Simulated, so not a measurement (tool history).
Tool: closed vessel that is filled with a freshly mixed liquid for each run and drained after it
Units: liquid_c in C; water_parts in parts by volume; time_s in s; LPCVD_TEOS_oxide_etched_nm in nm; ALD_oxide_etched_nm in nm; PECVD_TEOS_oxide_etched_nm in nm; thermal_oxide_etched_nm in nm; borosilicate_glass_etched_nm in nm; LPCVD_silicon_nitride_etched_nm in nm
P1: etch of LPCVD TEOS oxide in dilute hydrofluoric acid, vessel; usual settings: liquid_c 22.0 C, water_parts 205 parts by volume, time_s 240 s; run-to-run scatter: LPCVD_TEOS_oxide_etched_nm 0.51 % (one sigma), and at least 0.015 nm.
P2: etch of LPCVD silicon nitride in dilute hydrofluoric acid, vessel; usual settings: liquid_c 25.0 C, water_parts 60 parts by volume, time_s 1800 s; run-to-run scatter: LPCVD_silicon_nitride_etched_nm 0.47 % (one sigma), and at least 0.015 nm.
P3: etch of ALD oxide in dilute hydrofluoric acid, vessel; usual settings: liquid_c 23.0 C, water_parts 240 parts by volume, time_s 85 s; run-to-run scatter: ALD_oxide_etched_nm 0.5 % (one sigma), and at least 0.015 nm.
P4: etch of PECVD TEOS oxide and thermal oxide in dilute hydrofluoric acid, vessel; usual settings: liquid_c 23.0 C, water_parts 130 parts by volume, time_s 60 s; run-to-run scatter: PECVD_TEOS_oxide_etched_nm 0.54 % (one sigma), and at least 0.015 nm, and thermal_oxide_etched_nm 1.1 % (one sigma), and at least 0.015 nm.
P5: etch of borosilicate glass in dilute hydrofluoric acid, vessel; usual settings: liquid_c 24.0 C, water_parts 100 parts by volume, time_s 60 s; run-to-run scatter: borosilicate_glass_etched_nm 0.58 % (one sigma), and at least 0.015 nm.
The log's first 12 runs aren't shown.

run   hour  process  liquid_c  water_parts  time_s  LPCVD_TEOS_oxide_etched_nm  ALD_oxide_etched_nm  PECVD_TEOS_oxide_etched_nm  thermal_oxide_etched_nm  borosilicate_glass_etched_nm  LPCVD_silicon_nitride_etched_nm
 13   70.2       P1      26.5          205     240                      62.838
 14   73.7       P1      22.0          205     240                      53.280
 15   80.1       P5      24.0          140      60                                                                                                                              18.612
 16   85.7       P1      22.0          205     240                      53.503
 17   92.6       P5      24.0          100      60                                                                                                                              27.262
 18   96.8       P5      24.0          100      60                                                                                                                              27.396
 19  103.1       P1      22.0          365     240                      25.617
 20  108.7       P1      22.0          205     240                      53.220
 21  115.9       P2      29.0           60    1800                                                                                                                                                               24.747
 22  123.0       P1      22.0          205     360                      80.614
 23  126.2       P2      25.0           60    1800                                                                                                                                                               18.791
 24  132.8       P3      30.5          240      85                                           5.3777
 25  137.8       P3      23.0          240      30                                           1.4683
 26  144.4       P1      22.0           40     240                     329.690
 27  149.2       P4      27.5          130      60                                                                       8.4222                   2.3986
 28  153.2       P3      23.0          240      85                                           4.1297

Forecast run 29:
 29  159.5       P4      23.0          130     100                                                                            ?                        ?

PECVD_TEOS_oxide_etched_nm: 11.8390 nm
thermal_oxide_etched_nm: 3.4357 nm

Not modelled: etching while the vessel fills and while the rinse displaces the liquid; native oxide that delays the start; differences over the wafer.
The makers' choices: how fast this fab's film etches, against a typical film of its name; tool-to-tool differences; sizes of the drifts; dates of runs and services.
